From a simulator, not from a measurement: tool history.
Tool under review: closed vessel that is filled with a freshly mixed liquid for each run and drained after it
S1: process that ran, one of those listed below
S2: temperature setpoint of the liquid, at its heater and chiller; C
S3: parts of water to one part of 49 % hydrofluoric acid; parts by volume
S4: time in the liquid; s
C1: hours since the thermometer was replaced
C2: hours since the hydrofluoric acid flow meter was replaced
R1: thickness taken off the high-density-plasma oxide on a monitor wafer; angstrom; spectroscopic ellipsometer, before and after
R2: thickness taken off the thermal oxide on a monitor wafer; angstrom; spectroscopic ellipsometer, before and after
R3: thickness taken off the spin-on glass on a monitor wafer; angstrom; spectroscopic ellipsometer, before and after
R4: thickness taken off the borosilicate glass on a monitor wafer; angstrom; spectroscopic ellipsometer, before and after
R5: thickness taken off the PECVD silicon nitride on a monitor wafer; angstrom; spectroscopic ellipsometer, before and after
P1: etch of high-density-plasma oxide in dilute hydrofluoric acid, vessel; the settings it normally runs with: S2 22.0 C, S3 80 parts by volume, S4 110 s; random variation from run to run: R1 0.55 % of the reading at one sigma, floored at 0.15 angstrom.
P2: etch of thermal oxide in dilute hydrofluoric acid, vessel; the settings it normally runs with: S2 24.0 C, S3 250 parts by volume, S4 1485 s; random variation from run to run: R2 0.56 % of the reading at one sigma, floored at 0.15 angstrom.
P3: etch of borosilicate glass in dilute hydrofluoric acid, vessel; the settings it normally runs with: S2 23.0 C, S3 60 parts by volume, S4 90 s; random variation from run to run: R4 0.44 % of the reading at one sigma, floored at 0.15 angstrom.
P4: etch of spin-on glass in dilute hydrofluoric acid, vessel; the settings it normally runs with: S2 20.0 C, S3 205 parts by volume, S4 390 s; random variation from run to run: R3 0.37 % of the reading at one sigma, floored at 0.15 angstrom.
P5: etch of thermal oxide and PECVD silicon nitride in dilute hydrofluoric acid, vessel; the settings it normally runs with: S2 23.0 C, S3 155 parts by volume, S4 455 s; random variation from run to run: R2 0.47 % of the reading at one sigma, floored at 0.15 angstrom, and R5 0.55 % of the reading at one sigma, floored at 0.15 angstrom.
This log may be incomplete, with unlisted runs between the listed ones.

run   hour  S1    S2   S3    S4     C1      C2       R1       R2        R3       R4      R5
  1   10.6  P1  22.0   80   110  550.6  1109.5   89.608
  2   21.2  P1  30.0   80   110  561.2  1120.1  122.930
  3   29.9  P1  22.0   80    30  569.9  1128.8   23.983
  4   42.4  P2  24.0  345  1485  582.4  1141.3           156.610
  5   50.6  P4  20.0  205   390  590.6  1149.5                     467.680
  6   57.5  P3  23.0   60    90  597.5  1156.4                               402.71
  7   65.4  P1  17.0   80   110  605.4  1164.3   73.358
  8   72.2  P1  22.0   80   215  612.2  1171.1  174.510
  9   80.7  P5  23.0  155   740  620.7  1179.6           198.090                     88.372
 10   87.0  P1  22.0   80   110  627.0  1185.9   89.532
 11   92.7  P3  23.0   60   160  632.7  1191.6                               715.23
 12  100.6  P4  20.0   65   390  640.6  1199.5                    1704.600
 13  109.0  P1  29.5  135   110  649.0  1207.9   65.934
 14  118.5  P3  23.0   60    90  658.5  1217.4                               400.14
 15  130.4  P5  17.0  155   455  670.4  1229.3            95.537                     36.504
 16  142.2  P2  24.0  250  1485  682.2  1241.1           236.460
 17  153.4  P5  23.0  275   455  693.4  1252.3            61.146                     30.985
 18  161.5  P2  17.0  250  1485  701.5  1260.4           181.660
 19  173.8  P1  22.0   80   110  713.8  1272.7   89.756
 20  180.3  P1  22.0   80   110  720.3  1279.2   89.764
 21  187.1  P2  24.0  250  2765  727.1  1286.0           440.820
 22  195.6  P2  24.0  250  1485  735.6  1294.5           235.760
 23  207.1  P4  20.0  205    30  747.1  1306.0                      35.915
 24  218.5  P1  22.0  135   110  758.5  1317.4   50.072
 25  227.8  P3  23.0   20    90  767.8  1326.7                              1278.60
 26  236.1  P4  24.5  205   390  776.1  1335.0                     549.390
 27  246.7  P1  22.0   40   110  786.7  1345.6  188.900
 28  253.7  P3  30.5   60    90  793.7  1352.6                               539.60
 29  260.7  P4  20.0  205   390  800.7  1359.6                     465.590
 30  271.2  P5  23.0  155   455  811.2  1370.1           122.500                     54.497
 31  281.3  P1  22.0   80   110  821.3  1380.2   90.389
 32  292.2  P1  22.0   80   110  832.2  1391.1   89.855
 33  301.2  P1  22.0   80   110  841.2  1400.1   91.157
 34  309.9  P1  22.0   80   110  849.9  1408.8   94.112
 35  318.7  P1  22.0   80   110  858.7  1417.6   94.164
 36  329.7  P1  22.0   80   110  869.7  1428.6   94.620
 37  341.8  P1  22.0   80   110  881.8  1440.7   94.826
 38  349.1  P1  22.0   80   110  889.1  1448.0   95.977
 39  359.9  P1  22.0   80   110  899.9  1458.8   95.238
 40  370.2  P1  22.0   80   110  910.2  1469.1   95.388
 41  380.7  P1  22.0   80   110  920.7  1479.6   96.591
 42  392.0  P1  22.0   80   110  932.0  1490.9   96.493

P1 has crept away from where it was. The log is fitted equally well by each of these 2 causes, at the sizes shown:
A: liquid hotter than its thermometer reads (K) = 1.75
B: hydrofluoric acid flow above the setpoint (%) = 6.69
Onset of the creep was near hour 292.2.

Question marks stand in for the results of the 4 check runs listed below, each run on one wafer. Under which run would the listed causes show clearly different results?
check 1  403.3  P5  17.0  155   455               ?           ?
check 2  403.3  P3  23.0   40    90                       ?
check 3  403.3  P4  20.0   75   390                   ?
check 4  403.3  P2  17.0  250  1485               ?

If the cause were each of the candidates in turn, the checks would give the following:
  check  result      if A      if B
check 1      R2   103.530   103.870
check 1      R5    41.229    38.965
check 2      R4    668.40    665.34
check 3      R3  1568.400  1564.800
check 4      R2   195.010   197.210
How far apart the two closest causes lie, in the result that separates them most: check 1 5.65 %; check 2 0.46 %; check 3 0.23 %; check 4 1.12 %
Check 1 distinguishes between the causes, while the remaining checks would return nearly the same result for all of them.

Then check 1 was run and gave: R2 103.730 angstrom; R5 41.287 angstrom. Which cause is it?

Of the candidate causes, it is A: liquid hotter than its thermometer reads (K).
